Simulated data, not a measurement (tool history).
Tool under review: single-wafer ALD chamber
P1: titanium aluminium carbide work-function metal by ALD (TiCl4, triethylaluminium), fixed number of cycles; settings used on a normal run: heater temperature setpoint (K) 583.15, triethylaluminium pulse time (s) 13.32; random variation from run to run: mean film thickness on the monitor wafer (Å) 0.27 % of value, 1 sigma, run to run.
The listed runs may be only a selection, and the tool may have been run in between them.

| run | hour | heater temperature setpoint (K) | triethylaluminium pulse time (s) | mean film thickness on the monitor wafer (Å) |
|---|---|---|---|---|
| 1 | 9.9 | 583.15 | 13.32 | 21.305 |
| 2 | 23.7 | 583.15 | 13.32 | 21.264 |
| 3 | 39.4 | 583.15 | 13.32 | 21.233 |
| 4 | 55.2 | 583.15 | 19.7 | 21.462 |
| 5 | 63.2 | 583.15 | 13.32 | 21.344 |
| 6 | 75.1 | 558.15 | 13.32 | 19.092 |
| 7 | 92.5 | 607.15 | 13.32 | 23.511 |
| 8 | 108.6 | 560.15 | 16.9 | 19.317 |
| 9 | 122.5 | 583.15 | 7.14 | 19.684 |
| 10 | 132 | 583.15 | 13.32 | 21.269 |
| 11 | 149.1 | 583.15 | 13.32 | 21.31 |
| 12 | 162.6 | 583.15 | 13.32 | 21.282 |
| 13 | 180.1 | 583.15 | 13.32 | 21.144 |
| 14 | 190.6 | 583.15 | 13.32 | 21.13 |
| 15 | 207.6 | 583.15 | 13.32 | 21.07 |
| 16 | 221.7 | 583.15 | 13.32 | 21.051 |
| 17 | 238.9 | 583.15 | 13.32 | 20.99 |
| 18 | 254.9 | 583.15 | 13.32 | 20.942 |
| 19 | 267.2 | 583.15 | 13.32 | 20.92 |
| 20 | 275.5 | 583.15 | 13.32 | 20.918 |
| 21 | 286 | 583.15 | 13.32 | 20.894 |
| 22 | 300.8 | 583.15 | 13.32 | 20.938 |
| 23 | 311.3 | 583.15 | 13.32 | 20.965 |

P1 has crept away from where it was. The log is fitted equally well by each of these 2 causes, at the sizes shown:
A: wafer temperature below the value expected at the setpoint (K) = 3.98
B: triethylaluminium dose below that of a fresh bottle (%) = 21.1
The gradual shift began around hour 162.6.

4 check runs are offered, one wafer each, their results left as question marks. Which one tells the causes apart?
| check 1 | 321.8 | 605.15 | 13.32 | ? |
| check 2 | 321.8 | 562.15 | 13.32 | ? |
| check 3 | 321.8 | 594.15 | 8.22 | ? |
| check 4 | 321.8 | 559.15 | 13.32 | ? |

Check results expected under each cause:
| check | result | if A | if B |
|---|---|---|---|
| check 1 | mean film thickness on the monitor wafer (Å) | 22.892 | 22.863 |
| check 2 | mean film thickness on the monitor wafer (Å) | 19.066 | 19.089 |
| check 3 | mean film thickness on the monitor wafer (Å) | 20.825 | 20.084 |
| check 4 | mean film thickness on the monitor wafer (Å) | 18.804 | 18.831 |
Per check, the gap between the least separated pair of causes, taken in the result that splits them most: check 1 0.13 %; check 2 0.12 %; check 3 3.62 %; check 4 0.14 %
Check 3 distinguishes between the causes, while the remaining checks would return nearly the same result for all of them.

With check 3 done, the readings were: mean film thickness on the monitor wafer (Å) 20.751. Identify which of the listed causes applies.

The cause is A: wafer temperature below the value expected at the setpoint (K).
